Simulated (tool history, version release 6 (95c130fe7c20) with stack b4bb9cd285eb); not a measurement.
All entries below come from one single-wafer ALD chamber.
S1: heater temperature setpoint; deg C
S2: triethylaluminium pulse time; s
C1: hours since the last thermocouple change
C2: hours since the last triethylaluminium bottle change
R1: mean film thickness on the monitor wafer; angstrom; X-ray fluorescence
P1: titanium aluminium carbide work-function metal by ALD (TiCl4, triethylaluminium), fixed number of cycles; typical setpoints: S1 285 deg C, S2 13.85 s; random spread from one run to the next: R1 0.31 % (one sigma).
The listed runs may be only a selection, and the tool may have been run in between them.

run	hour	S1	S2	C1	C2	R1
1	6.1	285	13.85	1399.1	459.6	19.813
2	14.3	285	19.96	1407.3	467.8	19.947
3	23.6	285	13.85	1416.6	477.1	19.8
# hour 28.5: thermocouple changed; heater temperature recalibrated
4	33.2	285	13.85	4.7	486.7	19.786
5	38.3	285	5.08	9.8	491.8	16.505
6	43.4	285	13.85	14.9	496.9	19.782
7	51.4	308	13.85	22.9	504.9	21.924
8	59.5	285	13.85	31	513	19.758
9	65.6	272	18.17	37.1	519.1	18.774
10	73.7	261	13.85	45.2	527.2	17.548
11	82.6	285	13.85	54.1	536.1	19.836
12	91.3	285	13.85	62.8	544.8	19.611
13	95.7	285	13.85	67.2	549.2	19.555
14	104	285	13.85	75.5	557.5	19.433
15	113.6	285	13.85	85.1	567.1	19.388
16	122.2	285	13.85	93.7	575.7	19.393
17	130.6	285	13.85	102.1	584.1	19.261
18	139.7	285	13.85	111.2	593.2	19.351
19	144.9	285	13.85	116.4	598.4	19.223
20	154	285	13.85	125.5	607.5	19.261

P1 has crept away from where it was. The log is fitted equally well by each of these 2 causes, at the sizes shown:
A: triethylaluminium dose below that of a fresh bottle (%) = 29.5
B: wafer temperature below the value expected at the setpoint (K) = 5.77
The onset of the drift is placed at about hour 82.6.

Question marks stand in for the results of the 4 check runs listed below, each run on one wafer. Under which run would the listed causes show clearly different results?
check 1	163.1	270	9.16			?
check 2	163.1	304	13.85			?
check 3	163.1	307	13.85			?
check 4	163.1	270	13.85			?

What each check would give under each cause:
check	result	if A	if B
check 1	R1	16.59	17.311
check 2	R1	20.961	20.996
check 3	R1	21.231	21.271
check 4	R1	17.955	17.926
Separation of the two closest causes in each check, using whichever result separates them best: check 1 4.25 %; check 2 0.17 %; check 3 0.19 %; check 4 0.16 %
Of the check runs offered, only check 1 discriminates between the causes; the rest would read about the same regardless of which cause applies.

Then check 1 was run and gave: R1 17.204 angstrom. Which cause is it?

B is the cause: wafer temperature below the value expected at the setpoint (K).
